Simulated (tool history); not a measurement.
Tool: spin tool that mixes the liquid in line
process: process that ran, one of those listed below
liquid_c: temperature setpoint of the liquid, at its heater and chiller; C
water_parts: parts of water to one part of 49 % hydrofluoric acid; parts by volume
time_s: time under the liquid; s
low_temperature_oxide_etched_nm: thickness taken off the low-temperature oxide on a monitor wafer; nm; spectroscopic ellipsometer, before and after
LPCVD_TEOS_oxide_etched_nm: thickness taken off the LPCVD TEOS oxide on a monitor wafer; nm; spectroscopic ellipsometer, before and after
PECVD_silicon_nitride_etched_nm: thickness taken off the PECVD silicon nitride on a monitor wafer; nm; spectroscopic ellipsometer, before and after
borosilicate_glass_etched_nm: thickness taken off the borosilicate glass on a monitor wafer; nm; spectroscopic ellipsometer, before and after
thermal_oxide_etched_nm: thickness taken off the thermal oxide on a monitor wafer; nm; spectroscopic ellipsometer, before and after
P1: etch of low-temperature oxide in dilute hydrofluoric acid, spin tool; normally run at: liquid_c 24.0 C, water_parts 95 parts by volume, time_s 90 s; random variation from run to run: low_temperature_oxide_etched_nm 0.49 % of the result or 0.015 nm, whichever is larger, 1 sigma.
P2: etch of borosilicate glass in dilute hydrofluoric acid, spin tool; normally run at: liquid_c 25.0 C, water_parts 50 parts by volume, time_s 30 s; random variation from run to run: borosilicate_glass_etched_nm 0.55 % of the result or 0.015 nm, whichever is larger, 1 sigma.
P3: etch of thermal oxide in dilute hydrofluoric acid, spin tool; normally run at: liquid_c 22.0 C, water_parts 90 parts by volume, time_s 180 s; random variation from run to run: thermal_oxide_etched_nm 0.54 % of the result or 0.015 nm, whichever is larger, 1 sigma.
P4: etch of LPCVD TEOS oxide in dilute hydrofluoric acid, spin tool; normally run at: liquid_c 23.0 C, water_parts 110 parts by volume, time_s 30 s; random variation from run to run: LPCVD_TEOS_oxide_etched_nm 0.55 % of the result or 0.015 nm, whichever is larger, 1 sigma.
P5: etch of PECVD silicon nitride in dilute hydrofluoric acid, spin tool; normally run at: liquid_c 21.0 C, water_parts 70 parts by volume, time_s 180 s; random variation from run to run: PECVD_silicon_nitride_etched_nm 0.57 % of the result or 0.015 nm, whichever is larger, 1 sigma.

run	hour	process	liquid_c	water_parts	time_s	hours since the thermometer was replaced	hours since the hydrofluoric acid flow meter was replaced	low_temperature_oxide_etched_nm	LPCVD_TEOS_oxide_etched_nm	PECVD_silicon_nitride_etched_nm	borosilicate_glass_etched_nm	thermal_oxide_etched_nm
1	15.0	P1	24.0	95	90	1764.9	842.0	18.4870				
2	27.4	P4	29.0	110	30	1777.3	854.4		17.242			
3	39.8	P5	27.0	70	180	1789.7	866.8			7.4885		
4	53.4	P2	32.5	50	30	1803.3	880.4				16.8660	
5	69.6	P4	23.0	50	30	1819.5	896.6		32.195			
6	83.5	P3	22.0	160	180	1833.4	910.5					4.6779
7	92.8	P1	24.0	95	90	1842.7	919.8	18.1910				
8	102.4	P1	30.0	95	90	1852.3	929.4	23.0760				
9	112.7	P2	25.0	50	30	1862.6	939.7				12.5340	
10	127.5	P1	24.0	95	90	1877.4	954.5	18.2420				
11	140.6	P1	24.0	160	90	1890.5	967.6	10.0980				
12	153.4	P1	19.5	95	90	1903.3	980.4	15.3480				
# hour 158.8: hydrofluoric acid flow meter replaced
13	162.1	P5	21.0	115	180	1912.0	3.4			3.1572		
14	175.8	P1	24.0	95	90	1925.7	17.1	18.0610				
15	188.0	P2	25.0	50	15	1937.9	29.3				6.2847	
16	203.5	P3	22.0	90	30	1953.4	44.8					1.5266
17	212.0	P4	23.0	110	30	1961.9	53.3		13.580			
18	225.7	P1	24.0	95	90	1975.6	67.0	18.3660				
19	235.3	P4	23.0	110	60	1985.2	76.6		27.404			
20	242.9	P1	24.0	95	165	1992.8	84.2	33.4050				
21	251.6	P1	17.0	95	25	2001.5	92.9	3.8189				
22	267.6	P4	23.0	110	30	2017.5	108.9		13.630			
23	277.0	P1	24.0	45	40	2026.9	118.3	18.3450				
24	287.3	P1	24.0	95	40	2037.2	128.6	8.1349				
25	296.0	P2	25.0	25	30	2045.9	137.3				26.0050	
26	310.6	P3	22.0	90	180	2060.5	151.9					9.1536
27	321.1	P5	21.0	70	320	2071.0	162.4			8.8886		
28	328.3	P1	24.0	55	90	2078.2	169.6	33.1500				
29	337.1	P3	30.0	90	180	2087.0	178.4					12.4310
30	345.0	P5	21.0	70	180	2094.9	186.3			5.0533		
31	354.6	P1	24.0	95	90	2104.5	195.9	18.3330				
32	363.4	P1	24.0	95	90	2113.3	204.7	18.6390				
33	372.2	P1	24.0	95	90	2122.1	213.5	18.8670				
34	386.7	P1	24.0	95	90	2136.6	228.0	19.2970				
35	401.9	P1	24.0	95	90	2151.8	243.2	19.5080				
36	415.6	P1	24.0	95	90	2165.5	256.9	19.5760				

Forecast run 37:
37	432.2	P1	24.0	95	90	2182.1	273.5	?				

Run 37 gave low_temperature_oxide_etched_nm 19.5690 nm.

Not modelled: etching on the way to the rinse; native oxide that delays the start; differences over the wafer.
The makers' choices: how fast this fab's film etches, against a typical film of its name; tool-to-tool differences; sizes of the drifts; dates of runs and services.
